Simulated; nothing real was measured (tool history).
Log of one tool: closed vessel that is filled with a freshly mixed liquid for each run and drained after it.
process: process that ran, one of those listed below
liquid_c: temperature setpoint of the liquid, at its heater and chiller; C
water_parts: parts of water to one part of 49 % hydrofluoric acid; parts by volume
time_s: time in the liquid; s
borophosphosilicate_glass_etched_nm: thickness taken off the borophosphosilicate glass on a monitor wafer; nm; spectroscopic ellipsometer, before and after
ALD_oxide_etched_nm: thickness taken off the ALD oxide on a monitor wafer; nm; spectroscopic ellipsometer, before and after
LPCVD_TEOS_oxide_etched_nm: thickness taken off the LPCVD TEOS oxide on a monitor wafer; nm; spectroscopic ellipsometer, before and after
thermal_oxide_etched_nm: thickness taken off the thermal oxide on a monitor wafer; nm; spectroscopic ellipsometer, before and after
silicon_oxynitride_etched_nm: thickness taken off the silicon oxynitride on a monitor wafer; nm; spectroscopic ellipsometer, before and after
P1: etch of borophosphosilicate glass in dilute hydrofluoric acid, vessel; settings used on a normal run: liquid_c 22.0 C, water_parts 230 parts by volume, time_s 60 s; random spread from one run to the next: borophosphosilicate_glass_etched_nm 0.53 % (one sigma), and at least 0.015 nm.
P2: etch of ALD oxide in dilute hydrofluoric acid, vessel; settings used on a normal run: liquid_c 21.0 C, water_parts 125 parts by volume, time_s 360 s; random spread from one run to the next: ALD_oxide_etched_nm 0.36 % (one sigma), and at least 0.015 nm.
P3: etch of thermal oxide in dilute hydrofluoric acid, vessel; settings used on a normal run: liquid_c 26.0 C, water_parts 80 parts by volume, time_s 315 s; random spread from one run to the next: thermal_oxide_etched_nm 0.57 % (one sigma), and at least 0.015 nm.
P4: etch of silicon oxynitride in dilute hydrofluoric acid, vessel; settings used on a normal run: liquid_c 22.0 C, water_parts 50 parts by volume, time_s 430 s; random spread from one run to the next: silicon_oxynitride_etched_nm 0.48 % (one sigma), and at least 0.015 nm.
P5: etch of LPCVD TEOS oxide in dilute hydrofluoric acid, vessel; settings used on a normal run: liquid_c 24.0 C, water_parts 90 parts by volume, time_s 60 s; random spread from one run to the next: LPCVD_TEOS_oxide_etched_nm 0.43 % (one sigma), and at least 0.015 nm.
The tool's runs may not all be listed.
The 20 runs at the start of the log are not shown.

run,hour,process,liquid_c,water_parts,time_s,hours since the thermometer was replaced,hours since the hydrofluoric acid flow meter was replaced,borophosphosilicate_glass_etched_nm,ALD_oxide_etched_nm,LPCVD_TEOS_oxide_etched_nm,thermal_oxide_etched_nm,silicon_oxynitride_etched_nm
21,211.9,P4,22.0,80,430,459.9,79.5,,,,,13.6650
22,224.6,P1,22.0,230,30,472.6,92.2,5.2996,,,,
23,233.2,P1,22.0,60,60,481.2,100.8,49.1780,,,,
24,245.1,P5,24.0,165,60,493.1,112.7,,,7.5312,,
25,254.2,P1,26.5,230,60,502.2,121.8,12.5390,,,,
26,267.5,P1,22.0,230,60,515.5,135.1,10.6220,,,,
27,278.1,P1,22.0,320,60,526.1,145.7,6.9004,,,,
# hour 278.6: thermometer replaced
28,286.6,P1,17.0,230,60,8.1,154.2,8.7693,,,,
29,294.9,P2,21.0,205,360,16.4,162.5,,23.1320,,,
30,307.8,P3,26.0,145,315,29.3,175.4,,,,10.641,
31,315.8,P1,22.0,230,60,37.3,183.4,10.5700,,,,
32,325.8,P2,21.0,125,360,47.3,193.4,,41.2500,,,

Forecast run 33:
33,336.0,P3,20.5,80,315,57.5,203.6,,,,?,

thermal_oxide_etched_nm: 16.739 nm
